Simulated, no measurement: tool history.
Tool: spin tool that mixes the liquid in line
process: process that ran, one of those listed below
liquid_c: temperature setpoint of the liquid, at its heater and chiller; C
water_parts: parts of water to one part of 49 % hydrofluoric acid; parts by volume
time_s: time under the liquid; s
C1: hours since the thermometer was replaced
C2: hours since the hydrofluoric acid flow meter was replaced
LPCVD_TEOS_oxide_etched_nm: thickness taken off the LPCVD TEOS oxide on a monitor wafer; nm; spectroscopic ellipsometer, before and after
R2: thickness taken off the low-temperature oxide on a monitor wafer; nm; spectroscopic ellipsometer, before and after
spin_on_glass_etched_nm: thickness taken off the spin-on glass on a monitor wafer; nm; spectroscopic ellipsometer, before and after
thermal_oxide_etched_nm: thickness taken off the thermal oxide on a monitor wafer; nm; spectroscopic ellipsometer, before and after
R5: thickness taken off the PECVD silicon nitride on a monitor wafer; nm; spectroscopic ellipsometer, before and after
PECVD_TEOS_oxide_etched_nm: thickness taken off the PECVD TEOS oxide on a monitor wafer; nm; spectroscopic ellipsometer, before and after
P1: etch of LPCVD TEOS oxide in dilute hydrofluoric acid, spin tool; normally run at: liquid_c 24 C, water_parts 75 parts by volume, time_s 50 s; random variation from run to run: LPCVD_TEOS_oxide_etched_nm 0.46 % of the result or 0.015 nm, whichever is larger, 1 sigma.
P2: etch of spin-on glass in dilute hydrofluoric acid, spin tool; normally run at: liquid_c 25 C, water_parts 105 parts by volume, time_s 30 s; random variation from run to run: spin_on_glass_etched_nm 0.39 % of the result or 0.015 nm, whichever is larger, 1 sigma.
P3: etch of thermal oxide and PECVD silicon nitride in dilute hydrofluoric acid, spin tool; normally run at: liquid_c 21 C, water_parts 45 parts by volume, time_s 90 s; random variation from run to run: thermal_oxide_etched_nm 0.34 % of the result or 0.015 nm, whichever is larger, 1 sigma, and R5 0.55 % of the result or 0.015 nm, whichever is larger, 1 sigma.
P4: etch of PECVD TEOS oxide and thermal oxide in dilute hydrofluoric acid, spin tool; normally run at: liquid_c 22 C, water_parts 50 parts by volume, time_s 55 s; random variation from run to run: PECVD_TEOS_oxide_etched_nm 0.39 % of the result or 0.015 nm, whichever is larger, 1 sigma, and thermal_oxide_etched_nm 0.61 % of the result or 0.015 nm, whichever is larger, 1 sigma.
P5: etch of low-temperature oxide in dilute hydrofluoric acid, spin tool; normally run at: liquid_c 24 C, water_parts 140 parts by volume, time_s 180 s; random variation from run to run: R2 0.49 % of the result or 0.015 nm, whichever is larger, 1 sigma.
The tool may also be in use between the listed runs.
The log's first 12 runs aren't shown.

{"run": 13, "hour": 60.5, "process": "P3", "liquid_c": 21, "water_parts": 45, "time_s": 90, "C1": 490.1, "C2": 325.6, "thermal_oxide_etched_nm": 8.8702, "R5": 6.2827}
{"run": 14, "hour": 65.7, "process": "P1", "liquid_c": 24, "water_parts": 75, "time_s": 80, "C1": 495.3, "C2": 330.8, "LPCVD_TEOS_oxide_etched_nm": 58.718}
{"run": 15, "hour": 71.3, "process": "P2", "liquid_c": 30.5, "water_parts": 105, "time_s": 30, "C1": 500.9, "C2": 336.4, "spin_on_glass_etched_nm": 24.479}
{"run": 16, "hour": 75.1, "process": "P2", "liquid_c": 25, "water_parts": 105, "time_s": 30, "C1": 504.7, "C2": 340.2, "spin_on_glass_etched_nm": 19.744}
{"run": 17, "hour": 78.7, "process": "P2", "liquid_c": 25, "water_parts": 105, "time_s": 30, "C1": 508.3, "C2": 343.8, "spin_on_glass_etched_nm": 19.934}
{"run": 18, "hour": 85.2, "process": "P4", "liquid_c": 17, "water_parts": 50, "time_s": 55, "C1": 514.8, "C2": 350.3, "thermal_oxide_etched_nm": 4.0394, "PECVD_TEOS_oxide_etched_nm": 10.517}
{"hour": 89.3, "done": "hydrofluoric acid flow meter replaced"}
{"run": 19, "hour": 91.4, "process": "P5", "liquid_c": 24, "water_parts": 200, "time_s": 180, "C1": 521, "C2": 2.2, "R2": 20.95}
{"run": 20, "hour": 97.6, "process": "P1", "liquid_c": 24, "water_parts": 75, "time_s": 50, "C1": 527.2, "C2": 8.4, "LPCVD_TEOS_oxide_etched_nm": 36.982}
{"run": 21, "hour": 103.1, "process": "P4", "liquid_c": 22, "water_parts": 50, "time_s": 55, "C1": 532.7, "C2": 13.9, "thermal_oxide_etched_nm": 4.9214, "PECVD_TEOS_oxide_etched_nm": 13}
{"run": 22, "hour": 108.5, "process": "P1", "liquid_c": 17.5, "water_parts": 125, "time_s": 50, "C1": 538.1, "C2": 19.3, "LPCVD_TEOS_oxide_etched_nm": 16.141}
{"run": 23, "hour": 112.6, "process": "P3", "liquid_c": 21, "water_parts": 75, "time_s": 90, "C1": 542.2, "C2": 23.4, "thermal_oxide_etched_nm": 5.109, "R5": 3.7992}
{"run": 24, "hour": 116.0, "process": "P1", "liquid_c": 24, "water_parts": 25, "time_s": 50, "C1": 545.6, "C2": 26.8, "LPCVD_TEOS_oxide_etched_nm": 119.06}
{"run": 25, "hour": 120.3, "process": "P3", "liquid_c": 17, "water_parts": 45, "time_s": 90, "C1": 549.9, "C2": 31.1, "thermal_oxide_etched_nm": 7.4405, "R5": 4.7848}
{"run": 26, "hour": 125.9, "process": "P5", "liquid_c": 24, "water_parts": 140, "time_s": 15, "C1": 555.5, "C2": 36.7, "R2": 2.6695}
{"run": 27, "hour": 130.2, "process": "P1", "liquid_c": 17, "water_parts": 75, "time_s": 80, "C1": 559.8, "C2": 41, "LPCVD_TEOS_oxide_etched_nm": 44.079}
{"run": 28, "hour": 135.2, "process": "P1", "liquid_c": 24, "water_parts": 75, "time_s": 50, "C1": 564.8, "C2": 46, "LPCVD_TEOS_oxide_etched_nm": 37.129}
{"run": 29, "hour": 139.4, "process": "P4", "liquid_c": 22, "water_parts": 90, "time_s": 55, "C1": 569, "C2": 50.2, "thermal_oxide_etched_nm": 2.6067, "PECVD_TEOS_oxide_etched_nm": 6.8416}
{"run": 30, "hour": 144.7, "process": "P1", "liquid_c": 24, "water_parts": 75, "time_s": 50, "C1": 574.3, "C2": 55.5, "LPCVD_TEOS_oxide_etched_nm": 37.345}
{"run": 31, "hour": 149.7, "process": "P1", "liquid_c": 24, "water_parts": 75, "time_s": 50, "C1": 579.3, "C2": 60.5, "LPCVD_TEOS_oxide_etched_nm": 36.948}
{"run": 32, "hour": 154.8, "process": "P5", "liquid_c": 24, "water_parts": 140, "time_s": 180, "C1": 584.4, "C2": 65.6, "R2": 31.641}
{"run": 33, "hour": 158.6, "process": "P1", "liquid_c": 18, "water_parts": 75, "time_s": 50, "C1": 588.2, "C2": 69.4, "LPCVD_TEOS_oxide_etched_nm": 28.889}
{"run": 34, "hour": 162.3, "process": "P1", "liquid_c": 24, "water_parts": 75, "time_s": 50, "C1": 591.9, "C2": 73.1, "LPCVD_TEOS_oxide_etched_nm": 36.91}
{"run": 35, "hour": 168.4, "process": "P1", "liquid_c": 24, "water_parts": 75, "time_s": 50, "C1": 598, "C2": 79.2, "LPCVD_TEOS_oxide_etched_nm": 35.56}
{"run": 36, "hour": 173.6, "process": "P1", "liquid_c": 24, "water_parts": 75, "time_s": 50, "C1": 603.2, "C2": 84.4, "LPCVD_TEOS_oxide_etched_nm": 35.028}

Forecast run 37:
{"run": 37, "hour": 178.9, "process": "P1", "liquid_c": 24, "water_parts": 75, "time_s": 50, "C1": 608.5, "C2": 89.7, "LPCVD_TEOS_oxide_etched_nm": "?"}

Run 37 gave LPCVD_TEOS_oxide_etched_nm 34.493 nm.
